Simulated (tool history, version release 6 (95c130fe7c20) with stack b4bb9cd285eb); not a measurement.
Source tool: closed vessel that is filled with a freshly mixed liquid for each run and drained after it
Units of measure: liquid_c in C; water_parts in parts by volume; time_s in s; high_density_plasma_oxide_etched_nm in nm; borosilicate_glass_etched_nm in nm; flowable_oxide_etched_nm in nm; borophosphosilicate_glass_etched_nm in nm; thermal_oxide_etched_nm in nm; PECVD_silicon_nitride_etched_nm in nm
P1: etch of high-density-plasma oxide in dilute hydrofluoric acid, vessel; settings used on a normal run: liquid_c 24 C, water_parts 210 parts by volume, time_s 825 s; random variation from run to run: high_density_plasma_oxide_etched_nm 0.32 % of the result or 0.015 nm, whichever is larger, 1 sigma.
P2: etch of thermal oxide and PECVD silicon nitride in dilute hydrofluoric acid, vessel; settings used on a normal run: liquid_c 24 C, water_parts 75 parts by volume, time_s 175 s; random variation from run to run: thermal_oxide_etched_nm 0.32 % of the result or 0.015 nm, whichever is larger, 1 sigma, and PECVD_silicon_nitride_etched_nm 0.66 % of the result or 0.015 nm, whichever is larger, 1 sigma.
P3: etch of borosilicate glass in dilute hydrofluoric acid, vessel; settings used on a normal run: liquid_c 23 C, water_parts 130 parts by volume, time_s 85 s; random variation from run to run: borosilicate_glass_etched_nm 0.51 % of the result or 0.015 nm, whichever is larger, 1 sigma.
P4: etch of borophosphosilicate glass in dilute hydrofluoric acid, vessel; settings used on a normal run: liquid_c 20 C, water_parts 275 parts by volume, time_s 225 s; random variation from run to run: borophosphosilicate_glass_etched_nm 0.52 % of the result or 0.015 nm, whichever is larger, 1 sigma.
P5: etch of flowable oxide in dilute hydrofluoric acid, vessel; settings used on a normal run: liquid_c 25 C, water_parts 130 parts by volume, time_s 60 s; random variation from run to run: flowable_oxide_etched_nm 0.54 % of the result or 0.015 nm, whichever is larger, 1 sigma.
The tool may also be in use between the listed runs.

| run | hour | process | liquid_c | water_parts | time_s | hours since the thermometer was replaced | hours since the hydrofluoric acid flow meter was replaced | high_density_plasma_oxide_etched_nm | borosilicate_glass_etched_nm | flowable_oxide_etched_nm | borophosphosilicate_glass_etched_nm | thermal_oxide_etched_nm | PECVD_silicon_nitride_etched_nm |
|---|---|---|---|---|---|---|---|---|---|---|---|---|---|
| 1 | 10.8 | P1 | 24 | 210 | 825 | 910.7 | 1313.5 | 27.846 |  |  |  |  |  |
| 2 | 23.8 | P3 | 23 | 130 | 30 | 923.7 | 1326.5 |  | 4.6306 |  |  |  |  |
| 3 | 31.4 | P1 | 24 | 210 | 825 | 931.3 | 1334.1 | 27.898 |  |  |  |  |  |
| 4 | 44.2 | P5 | 25 | 210 | 60 | 944.1 | 1346.9 |  |  | 9.2267 |  |  |  |
| 5 | 53.1 | P4 | 17 | 275 | 225 | 953 | 1355.8 |  |  |  | 15.355 |  |  |
|  | 59 | hydrofluoric acid flow meter replaced |
| 6 | 59.6 | P1 | 24 | 210 | 260 | 959.5 | 0.7 | 8.8126 |  |  |  |  |  |
| 7 | 72.7 | P1 | 24 | 210 | 1490 | 972.6 | 13.8 | 50.556 |  |  |  |  |  |
| 8 | 82.7 | P4 | 20 | 275 | 225 | 982.6 | 23.8 |  |  |  | 17.199 |  |  |
| 9 | 89.1 | P1 | 30.5 | 210 | 825 | 989 | 30.2 | 35.22 |  |  |  |  |  |
| 10 | 95.4 | P1 | 24 | 210 | 825 | 995.3 | 36.5 | 27.885 |  |  |  |  |  |
| 11 | 107 | P5 | 25 | 130 | 60 | 1006.9 | 48.1 |  |  | 16.42 |  |  |  |
| 12 | 119.3 | P1 | 24 | 210 | 825 | 1019.2 | 60.4 | 27.943 |  |  |  |  |  |
| 13 | 128 | P1 | 17 | 210 | 825 | 1027.9 | 69.1 | 21.333 |  |  |  |  |  |
| 14 | 133.8 | P2 | 24 | 75 | 175 | 1033.7 | 74.9 |  |  |  |  | 11.452 | 3.962 |
| 15 | 142.3 | P2 | 24 | 40 | 175 | 1042.2 | 83.4 |  |  |  |  | 22.44 | 7.2686 |
| 16 | 148.5 | P4 | 20 | 140 | 225 | 1048.4 | 89.6 |  |  |  | 38.69 |  |  |
| 17 | 157.2 | P4 | 20 | 275 | 90 | 1057.1 | 98.3 |  |  |  | 6.9022 |  |  |
| 18 | 170.3 | P2 | 30.5 | 75 | 175 | 1070.2 | 111.4 |  |  |  |  | 14.718 | 6.0456 |
| 19 | 177.5 | P2 | 24 | 75 | 30 | 1077.4 | 118.6 |  |  |  |  | 1.9494 | 0.70154 |
| 20 | 184.4 | P1 | 24 | 65 | 825 | 1084.3 | 125.5 | 106.74 |  |  |  |  |  |
| 21 | 193.1 | P3 | 23 | 130 | 85 | 1093 | 134.2 |  | 13.006 |  |  |  |  |
| 22 | 199.4 | P1 | 24 | 210 | 825 | 1099.3 | 140.5 | 27.934 |  |  |  |  |  |
| 23 | 206 | P3 | 17 | 130 | 85 | 1105.9 | 147.1 |  | 10.173 |  |  |  |  |
| 24 | 214.7 | P5 | 29.5 | 130 | 60 | 1114.6 | 155.8 |  |  | 19.252 |  |  |  |
| 25 | 225.1 | P3 | 23 | 25 | 85 | 1125 | 166.2 |  | 76.905 |  |  |  |  |
| 26 | 235.3 | P1 | 19 | 370 | 825 | 1135.2 | 176.4 | 11.369 |  |  |  |  |  |
| 27 | 242.5 | P1 | 31.5 | 80 | 825 | 1142.4 | 183.6 | 114.27 |  |  |  |  |  |
| 28 | 253.9 | P5 | 25 | 130 | 110 | 1153.8 | 195 |  |  | 30.094 |  |  |  |
| 29 | 266.1 | P1 | 24 | 350 | 825 | 1166 | 207.2 | 14.545 |  |  |  |  |  |
| 30 | 272.3 | P1 | 24 | 210 | 825 | 1172.2 | 213.4 | 27.803 |  |  |  |  |  |

For run 31, what comes out?
| 31 | 285.4 | P1 | 24 | 210 | 825 | 1185.3 | 226.5 | ? |  |  |  |  |  |

Run 31 gave high_density_plasma_oxide_etched_nm 26.992 nm.
